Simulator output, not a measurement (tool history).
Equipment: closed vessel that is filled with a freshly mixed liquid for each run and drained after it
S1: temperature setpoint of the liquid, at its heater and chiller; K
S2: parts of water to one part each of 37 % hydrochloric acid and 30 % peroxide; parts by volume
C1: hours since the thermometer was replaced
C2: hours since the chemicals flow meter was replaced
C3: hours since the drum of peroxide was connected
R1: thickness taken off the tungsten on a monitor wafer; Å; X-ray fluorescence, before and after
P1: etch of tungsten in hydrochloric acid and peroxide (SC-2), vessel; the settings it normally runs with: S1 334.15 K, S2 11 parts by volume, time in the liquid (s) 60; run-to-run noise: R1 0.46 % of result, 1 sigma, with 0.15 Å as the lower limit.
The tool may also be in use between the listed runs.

{"run": 1, "day": 0.333, "S1": 334.15, "S2": 11, "time in the liquid (s)": 60, "C1": 349, "C2": 77.1, "C3": 353, "R1": 346.01}
{"run": 2, "day": 0.796, "S1": 334.15, "S2": 11, "time in the liquid (s)": 60, "C1": 360.1, "C2": 88.2, "C3": 364.1, "R1": 349.57}
{"run": 3, "day": 1.05, "S1": 334.15, "S2": 5, "time in the liquid (s)": 60, "C1": 366.2, "C2": 94.3, "C3": 370.2, "R1": 644.08}
{"run": 4, "day": 1.554, "S1": 334.15, "S2": 11, "time in the liquid (s)": 60, "C1": 378.3, "C2": 106.4, "C3": 382.3, "R1": 350.79}
{"run": 5, "day": 2.025, "S1": 334.15, "S2": 11, "time in the liquid (s)": 30, "C1": 389.6, "C2": 117.7, "C3": 393.6, "R1": 173.7}
{"run": 6, "day": 2.354, "S1": 318.65, "S2": 17, "time in the liquid (s)": 60, "C1": 397.5, "C2": 125.6, "C3": 401.5, "R1": 86.148}
{"run": 7, "day": 2.738, "S1": 334.15, "S2": 11, "time in the liquid (s)": 60, "C1": 406.7, "C2": 134.8, "C3": 410.7, "R1": 349.82}
{"run": 8, "day": 3.012, "S1": 334.15, "S2": 11, "time in the liquid (s)": 60, "C1": 413.3, "C2": 141.4, "C3": 417.3, "R1": 347.1}
{"run": 9, "day": 3.417, "S1": 334.15, "S2": 18.5, "time in the liquid (s)": 60, "C1": 423, "C2": 151.1, "C3": 427, "R1": 221.64}
{"run": 10, "day": 3.804, "S1": 334.15, "S2": 11, "time in the liquid (s)": 60, "C1": 432.3, "C2": 160.4, "C3": 436.3, "R1": 348.26}
{"day": 4.146, "done": "new drum of peroxide connected"}
{"run": 11, "day": 4.288, "S1": 345.15, "S2": 11, "time in the liquid (s)": 60, "C1": 443.9, "C2": 172, "C3": 3.4, "R1": 680.27}
{"run": 12, "day": 4.508, "S1": 320.65, "S2": 11, "time in the liquid (s)": 60, "C1": 449.2, "C2": 177.3, "C3": 8.7, "R1": 145.41}
{"run": 13, "day": 4.779, "S1": 334.15, "S2": 11, "time in the liquid (s)": 95, "C1": 455.7, "C2": 183.8, "C3": 15.2, "R1": 549.9}
{"run": 14, "day": 5.25, "S1": 321.15, "S2": 16.5, "time in the liquid (s)": 60, "C1": 467, "C2": 195.1, "C3": 26.5, "R1": 105.04}
{"run": 15, "day": 5.688, "S1": 334.15, "S2": 11, "time in the liquid (s)": 60, "C1": 477.5, "C2": 205.6, "C3": 37, "R1": 348.12}
{"run": 16, "day": 6.008, "S1": 334.15, "S2": 11, "time in the liquid (s)": 60, "C1": 485.2, "C2": 213.3, "C3": 44.7, "R1": 331.41}
{"run": 17, "day": 6.4, "S1": 334.15, "S2": 11, "time in the liquid (s)": 60, "C1": 494.6, "C2": 222.7, "C3": 54.1, "R1": 321.1}
{"run": 18, "day": 6.629, "S1": 334.15, "S2": 11, "time in the liquid (s)": 60, "C1": 500.1, "C2": 228.2, "C3": 59.6, "R1": 317.04}
{"run": 19, "day": 6.975, "S1": 334.15, "S2": 11, "time in the liquid (s)": 60, "C1": 508.4, "C2": 236.5, "C3": 67.9, "R1": 315.57}
{"day": 7.142, "done": "new drum of peroxide connected"}
{"run": 20, "day": 7.275, "S1": 334.15, "S2": 11, "time in the liquid (s)": 60, "C1": 515.6, "C2": 243.7, "C3": 3.2, "R1": 314.66}
{"run": 21, "day": 7.758, "S1": 334.15, "S2": 11, "time in the liquid (s)": 60, "C1": 527.2, "C2": 255.3, "C3": 14.8, "R1": 315.43}

Something has made what P1 gives creep away from where it was; the 2 causes below, each at its own stated size, fit the log equally well:
A: liquid colder than its thermometer reads (K) = 1.68
B: chemicals flow below the setpoint (%) = 11.6
The creep began at about day 5.688.
Why every other cause is out:
peroxide weaker than its label (%): serviced at day 7.142, which brought nothing back

The list below offers 4 check runs, each averaging the results of 3 wafers, and shows each result as a question mark. For which of them would the listed causes give clearly different results?
{"run": "check 1", "day": 8.242, "S1": 322.15, "S2": 18, "time in the liquid (s)": 60, "R1": "?"}
{"run": "check 2", "day": 8.242, "S1": 340.15, "S2": 11, "time in the liquid (s)": 60, "R1": "?"}
{"run": "check 3", "day": 8.242, "S1": 321.65, "S2": 5.5, "time in the liquid (s)": 60, "R1": "?"}
{"run": "check 4", "day": 8.242, "S1": 328.15, "S2": 11, "time in the liquid (s)": 60, "R1": "?"}

What each check would give under each cause:
check=check_1 result=R1 if_A=92.929 if_B=93.085
check=check_2 result=R1 if_A=453.98 if_B=452.32
check=check_3 result=R1 if_A=239.54 if_B=244.8
check=check_4 result=R1 if_A=213.13 if_B=213.97
How far apart the two closest causes lie, in the result that separates them most: check 1 0.17 %; check 2 0.37 %; check 3 2.17 %; check 4 0.39 %
Check 3 is the one run that separates the causes; every other check would come out nearly the same whichever cause is at work.

Check 3 was carried out, with these results: R1 244.69 Å. Which of the listed causes is responsible?

Of the candidate causes, it is B: chemicals flow below the setpoint (%).

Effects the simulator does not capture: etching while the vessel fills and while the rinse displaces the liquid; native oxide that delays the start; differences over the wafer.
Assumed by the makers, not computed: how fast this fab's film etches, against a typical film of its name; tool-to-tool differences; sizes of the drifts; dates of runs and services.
